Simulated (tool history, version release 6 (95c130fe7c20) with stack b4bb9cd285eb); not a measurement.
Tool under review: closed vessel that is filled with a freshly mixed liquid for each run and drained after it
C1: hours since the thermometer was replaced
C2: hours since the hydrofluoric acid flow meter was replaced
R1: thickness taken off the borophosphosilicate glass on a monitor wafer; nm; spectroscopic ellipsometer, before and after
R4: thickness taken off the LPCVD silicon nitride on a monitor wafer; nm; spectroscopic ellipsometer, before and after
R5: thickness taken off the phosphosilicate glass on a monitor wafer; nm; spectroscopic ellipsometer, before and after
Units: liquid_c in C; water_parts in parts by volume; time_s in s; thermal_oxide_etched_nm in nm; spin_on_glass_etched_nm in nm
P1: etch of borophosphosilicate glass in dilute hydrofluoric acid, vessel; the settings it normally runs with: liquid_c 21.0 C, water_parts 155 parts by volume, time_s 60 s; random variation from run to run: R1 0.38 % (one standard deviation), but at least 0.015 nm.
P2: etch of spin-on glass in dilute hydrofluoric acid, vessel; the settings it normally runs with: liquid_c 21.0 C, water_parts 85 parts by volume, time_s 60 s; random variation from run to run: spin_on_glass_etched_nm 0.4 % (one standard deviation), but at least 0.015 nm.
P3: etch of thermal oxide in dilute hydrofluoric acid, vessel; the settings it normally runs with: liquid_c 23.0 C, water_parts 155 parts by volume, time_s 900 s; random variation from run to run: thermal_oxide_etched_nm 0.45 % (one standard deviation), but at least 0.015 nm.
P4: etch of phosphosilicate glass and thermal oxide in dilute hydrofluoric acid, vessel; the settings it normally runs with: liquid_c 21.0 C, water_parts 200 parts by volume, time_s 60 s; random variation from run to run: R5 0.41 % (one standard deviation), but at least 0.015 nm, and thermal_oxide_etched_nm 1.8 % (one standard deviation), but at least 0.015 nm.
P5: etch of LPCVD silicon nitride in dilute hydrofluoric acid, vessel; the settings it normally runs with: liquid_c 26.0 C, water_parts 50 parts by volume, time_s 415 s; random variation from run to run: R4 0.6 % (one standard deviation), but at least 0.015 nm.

Run 1, day 0.288: process P1, liquid_c 21.0 C, water_parts 155 parts by volume, time_s 60 s; C1 731.3; C2 955.0. Result: R1 20.335 nm.
Run 2, day 0.562: process P3, liquid_c 23.0 C, water_parts 75 parts by volume, time_s 900 s; C1 737.9; C2 961.6. Result: thermal_oxide_etched_nm 56.40900 nm.
Run 3, day 0.946: process P2, liquid_c 21.0 C, water_parts 130 parts by volume, time_s 60 s; C1 747.1; C2 970.8. Result: spin_on_glass_etched_nm 14.465 nm.
Run 4, day 1.479: process P3, liquid_c 29.0 C, water_parts 155 parts by volume, time_s 900 s; C1 759.9; C2 983.6. Result: thermal_oxide_etched_nm 31.10200 nm.
Run 5, day 1.762: process P1, liquid_c 21.0 C, water_parts 155 parts by volume, time_s 30 s; C1 766.7; C2 990.4. Result: R1 10.164 nm.
Run 6, day 2.296: process P2, liquid_c 29.5 C, water_parts 85 parts by volume, time_s 60 s; C1 779.5; C2 1003.2. Result: spin_on_glass_etched_nm 32.678 nm.
Run 7, day 2.875: process P5, liquid_c 31.0 C, water_parts 50 parts by volume, time_s 415 s; C1 793.4; C2 1017.1. Result: R4 6.2641 nm.
Run 8, day 3.304: process P5, liquid_c 26.0 C, water_parts 50 parts by volume, time_s 210 s; C1 803.7; C2 1027.4. Result: R4 2.3052 nm.
Run 9, day 3.879: process P3, liquid_c 23.0 C, water_parts 155 parts by volume, time_s 1450 s; C1 817.5; C2 1041.2. Result: thermal_oxide_etched_nm 39.65900 nm.
At day 3.996: thermometer replaced.
Run 10, day 4.346: process P5, liquid_c 26.0 C, water_parts 50 parts by volume, time_s 415 s; C1 8.4; C2 1052.4. Result: R4 4.4922 nm.
Run 11, day 4.775: process P1, liquid_c 21.0 C, water_parts 240 parts by volume, time_s 60 s; C1 18.7; C2 1062.7. Result: R1 12.064 nm.
Run 12, day 5.242: process P4, liquid_c 21.0 C, water_parts 200 parts by volume, time_s 60 s; C1 29.9; C2 1073.9. Result: thermal_oxide_etched_nm 1.12010 nm, R5 38.190 nm.
Run 13, day 5.625: process P2, liquid_c 21.0 C, water_parts 85 parts by volume, time_s 60 s; C1 39.1; C2 1083.1. Result: spin_on_glass_etched_nm 23.265 nm.
Run 14, day 6.196: process P1, liquid_c 17.0 C, water_parts 155 parts by volume, time_s 60 s; C1 52.8; C2 1096.8. Result: R1 17.282 nm.
Run 15, day 6.721: process P4, liquid_c 17.0 C, water_parts 200 parts by volume, time_s 60 s; C1 65.4; C2 1109.4. Result: thermal_oxide_etched_nm 0.94602 nm, R5 32.569 nm.
Run 16, day 7.212: process P1, liquid_c 21.0 C, water_parts 35 parts by volume, time_s 60 s; C1 77.2; C2 1121.2. Result: R1 103.650 nm.
Run 17, day 7.679: process P1, liquid_c 21.0 C, water_parts 30 parts by volume, time_s 85 s; C1 88.4; C2 1132.4. Result: R1 172.200 nm.
Run 18, day 8.000: process P5, liquid_c 26.0 C, water_parts 50 parts by volume, time_s 415 s; C1 96.1; C2 1140.1. Result: R4 4.6026 nm.
Run 19, day 8.367: process P1, liquid_c 21.0 C, water_parts 155 parts by volume, time_s 60 s; C1 104.9; C2 1148.9. Result: R1 20.341 nm.
Run 20, day 8.808: process P4, liquid_c 21.0 C, water_parts 295 parts by volume, time_s 60 s; C1 115.5; C2 1159.5. Result: thermal_oxide_etched_nm 0.72697 nm, R5 23.599 nm.
Run 21, day 9.112: process P2, liquid_c 21.0 C, water_parts 85 parts by volume, time_s 60 s; C1 122.8; C2 1166.8. Result: spin_on_glass_etched_nm 23.250 nm.
Run 22, day 9.433: process P1, liquid_c 21.0 C, water_parts 155 parts by volume, time_s 110 s; C1 130.5; C2 1174.5. Result: R1 37.383 nm.
Run 23, day 9.938: process P2, liquid_c 21.0 C, water_parts 85 parts by volume, time_s 30 s; C1 142.6; C2 1186.6. Result: spin_on_glass_etched_nm 11.689 nm.
Run 24, day 10.429: process P1, liquid_c 21.0 C, water_parts 155 parts by volume, time_s 60 s; C1 154.4; C2 1198.4. Result: R1 20.342 nm.
Run 25, day 10.992: process P1, liquid_c 28.5 C, water_parts 250 parts by volume, time_s 60 s; C1 167.9; C2 1211.9. Result: R1 15.055 nm.
Run 26, day 11.450: process P4, liquid_c 21.0 C, water_parts 200 parts by volume, time_s 60 s; C1 178.9; C2 1222.9. Result: thermal_oxide_etched_nm 1.11940 nm, R5 38.186 nm.
Run 27, day 11.742: process P1, liquid_c 25.0 C, water_parts 155 parts by volume, time_s 60 s; C1 185.9; C2 1229.9. Result: R1 23.752 nm.
Run 28, day 12.008: process P3, liquid_c 23.0 C, water_parts 155 parts by volume, time_s 900 s; C1 192.3; C2 1236.3. Result: thermal_oxide_etched_nm 24.72900 nm.
Run 29, day 12.458: process P3, liquid_c 23.0 C, water_parts 155 parts by volume, time_s 900 s; C1 203.1; C2 1247.1. Result: thermal_oxide_etched_nm 24.86100 nm.
Run 30, day 12.912: process P1, liquid_c 21.0 C, water_parts 155 parts by volume, time_s 60 s; C1 214.0; C2 1258.0. Result: R1 20.321 nm.
Run 31, day 13.304: process P4, liquid_c 21.0 C, water_parts 200 parts by volume, time_s 105 s; C1 223.4; C2 1267.4. Result: thermal_oxide_etched_nm 1.98490 nm, R5 67.348 nm.
Run 32, day 13.667: process P5, liquid_c 26.0 C, water_parts 25 parts by volume, time_s 415 s; C1 232.1; C2 1276.1. Result: R4 8.8669 nm.
Run 33, day 13.950: process P1, liquid_c 21.0 C, water_parts 155 parts by volume, time_s 60 s; C1 238.9; C2 1282.9. Result: R1 20.268 nm.
Run 34, day 14.508: process P1, liquid_c 21.0 C, water_parts 155 parts by volume, time_s 60 s; C1 252.3; C2 1296.3. Result: R1 20.714 nm.
Run 35, day 15.092: process P1, liquid_c 21.0 C, water_parts 155 parts by volume, time_s 60 s; C1 266.3; C2 1310.3. Result: R1 20.956 nm.
Run 36, day 15.408: process P1, liquid_c 21.0 C, water_parts 155 parts by volume, time_s 60 s; C1 273.9; C2 1317.9. Result: R1 21.258 nm.
Run 37, day 15.904: process P1, liquid_c 21.0 C, water_parts 155 parts by volume, time_s 60 s; C1 285.8; C2 1329.8. Result: R1 21.349 nm.
Run 38, day 16.388: process P1, liquid_c 21.0 C, water_parts 155 parts by volume, time_s 60 s; C1 297.4; C2 1341.4. Result: R1 21.316 nm.

Predict the results of run 39:
Run 39, day 16.746: process P1, liquid_c 21.0 C, water_parts 155 parts by volume, time_s 60 s; C1 306.0; C2 1350.0. Result: R1 ?.

Run 39 produced R1 21.433 nm.
